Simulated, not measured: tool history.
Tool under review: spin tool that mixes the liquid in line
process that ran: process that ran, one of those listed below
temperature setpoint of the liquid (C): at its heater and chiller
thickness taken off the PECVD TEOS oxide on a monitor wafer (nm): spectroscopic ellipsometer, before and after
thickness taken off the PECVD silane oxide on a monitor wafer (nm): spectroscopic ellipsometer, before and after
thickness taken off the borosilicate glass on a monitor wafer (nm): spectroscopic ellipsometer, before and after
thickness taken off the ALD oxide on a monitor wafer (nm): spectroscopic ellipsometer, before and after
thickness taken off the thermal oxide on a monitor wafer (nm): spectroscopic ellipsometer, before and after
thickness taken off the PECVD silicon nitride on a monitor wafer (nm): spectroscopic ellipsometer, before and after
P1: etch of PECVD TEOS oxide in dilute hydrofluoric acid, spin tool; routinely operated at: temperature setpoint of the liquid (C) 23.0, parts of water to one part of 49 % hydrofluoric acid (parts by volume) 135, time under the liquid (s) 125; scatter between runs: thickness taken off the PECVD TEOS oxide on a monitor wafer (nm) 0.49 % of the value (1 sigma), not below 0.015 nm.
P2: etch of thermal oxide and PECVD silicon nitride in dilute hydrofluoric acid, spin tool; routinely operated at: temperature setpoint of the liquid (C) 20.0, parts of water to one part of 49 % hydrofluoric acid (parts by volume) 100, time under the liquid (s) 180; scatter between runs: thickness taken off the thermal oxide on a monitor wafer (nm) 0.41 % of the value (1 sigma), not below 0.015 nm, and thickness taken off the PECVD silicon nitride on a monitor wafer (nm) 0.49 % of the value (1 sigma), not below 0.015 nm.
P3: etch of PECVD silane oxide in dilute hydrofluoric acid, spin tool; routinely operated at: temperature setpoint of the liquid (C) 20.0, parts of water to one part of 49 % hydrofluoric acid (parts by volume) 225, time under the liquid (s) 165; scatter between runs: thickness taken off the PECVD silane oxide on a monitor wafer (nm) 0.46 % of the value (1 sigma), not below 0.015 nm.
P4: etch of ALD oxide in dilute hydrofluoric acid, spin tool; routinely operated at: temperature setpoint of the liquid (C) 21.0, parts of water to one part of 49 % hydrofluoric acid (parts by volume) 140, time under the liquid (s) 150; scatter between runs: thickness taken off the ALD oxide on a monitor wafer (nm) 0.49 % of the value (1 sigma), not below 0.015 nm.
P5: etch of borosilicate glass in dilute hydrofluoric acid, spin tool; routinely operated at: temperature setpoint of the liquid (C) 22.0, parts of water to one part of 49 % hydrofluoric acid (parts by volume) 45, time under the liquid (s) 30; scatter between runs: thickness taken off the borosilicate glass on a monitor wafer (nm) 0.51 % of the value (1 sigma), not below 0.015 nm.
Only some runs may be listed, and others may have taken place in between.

run	hour	process that ran	temperature setpoint of the liquid (C)	parts of water to one part of 49 % hydrofluoric acid (parts by volume)	time under the liquid (s)	thickness taken off the PECVD TEOS oxide on a monitor wafer (nm)	thickness taken off the PECVD silane oxide on a monitor wafer (nm)	thickness taken off the borosilicate glass on a monitor wafer (nm)	thickness taken off the ALD oxide on a monitor wafer (nm)	thickness taken off the thermal oxide on a monitor wafer (nm)	thickness taken off the PECVD silicon nitride on a monitor wafer (nm)
1	8.4	P1	23.0	135	125	7.2486					
2	15.0	P1	23.0	135	215	12.3700					
3	28.5	P1	23.0	135	125	7.2210					
4	39.5	P1	23.0	135	125	7.2499					
5	52.5	P3	20.0	225	165		17.575				
6	61.1	P3	20.0	225	165		17.620				
7	69.8	P1	27.0	135	125	8.4680					
8	80.4	P5	22.0	70	30			11.255			
9	91.1	P4	21.0	140	250				30.242		
# hour 92.6: thermometer replaced
10	101.4	P1	23.0	135	125	7.1618					
11	112.0	P1	23.0	135	125	7.2288					
12	121.3	P5	22.0	45	30			18.082			
13	128.3	P1	23.0	195	55	2.1104					
14	139.2	P5	29.0	45	30			24.181			
15	152.9	P2	25.5	100	180					8.8348	7.8122
16	162.1	P1	23.0	20	125	56.5500					
17	171.2	P5	22.0	45	30			18.186			
18	185.7	P1	23.0	235	125	3.7727					
19	200.4	P1	23.0	135	125	7.2293					
20	215.3	P1	18.5	135	185	8.9818					
21	223.6	P2	20.0	100	180					7.1507	5.3938
22	235.2	P2	20.0	100	180					7.1133	5.3551
23	245.4	P1	17.5	135	125	5.7955					
24	255.2	P1	23.0	135	125	7.2779					
25	262.1	P2	20.0	20	180					39.1100	25.8140
26	270.5	P3	20.0	105	165		42.404				
27	281.1	P4	21.0	70	150				38.755		
28	296.0	P3	17.0	225	165		15.628				
29	308.3	P5	22.0	45	55			33.001			
30	321.3	P1	23.0	135	65	3.7443					
31	332.8	P3	20.0	225	250		26.769				
32	343.0	P4	17.0	140	150				15.364		
33	352.1	P4	21.0	140	150				17.885		
34	364.2	P2	20.0	100	345					13.7160	10.3980
35	372.3	P1	23.0	135	125	7.2916					
36	385.4	P1	23.0	135	125	7.0685					
37	394.2	P1	23.0	135	125	7.0147					
38	402.5	P1	23.0	135	125	6.9220					
39	413.7	P1	23.0	135	125	6.8721					
40	426.4	P1	23.0	135	125	6.7994					
41	441.6	P1	23.0	135	125	6.7980					
42	455.0	P1	23.0	135	125	6.7311					
43	466.4	P1	23.0	135	125	6.7219					
44	474.7	P1	23.0	135	125	6.6983					

P1 no longer gives what it gave before; its output has crept away from where it was. The following 2 causes, each at its listed size, fit the log equally well:
A: liquid colder than its thermometer reads (K) = 1.91
B: hydrofluoric acid flow below the setpoint (%) = 6.27
The gradual shift began around hour 372.3.

Which of the 4 check runs listed below separates the causes, so that each cause would produce a clearly different result? Each run uses one wafer, and its results are marked with question marks.
check 1	483.0	P2	20.0	25	180					?	?
check 2	483.0	P3	17.0	225	165		?				
check 3	483.0	P4	21.0	70	225				?		
check 4	483.0	P5	27.5	45	30			?			

Predicted outcomes, by check and by cause:
check	result	if A	if B
check 1	thickness taken off the thermal oxide on a monitor wafer (nm)	28.6670	29.1460
check 1	thickness taken off the PECVD silicon nitride on a monitor wafer (nm)	18.1050	19.4800
check 2	thickness taken off the PECVD silane oxide on a monitor wafer (nm)	14.506	14.475
check 3	thickness taken off the ALD oxide on a monitor wafer (nm)	53.935	54.460
check 4	thickness taken off the borosilicate glass on a monitor wafer (nm)	20.992	21.166
Per check, the gap between the least separated pair of causes, taken in the result that splits them most: check 1 7.32 %; check 2 0.21 %; check 3 0.97 %; check 4 0.83 %
Check 1 tells the causes apart: in the others they would give nearly the same result.

Then check 1 was run and gave: thickness taken off the thermal oxide on a monitor wafer (nm) 29.2180; thickness taken off the PECVD silicon nitride on a monitor wafer (nm) 19.5600. Which cause is it?

Of the candidate causes, it is B: hydrofluoric acid flow below the setpoint (%).
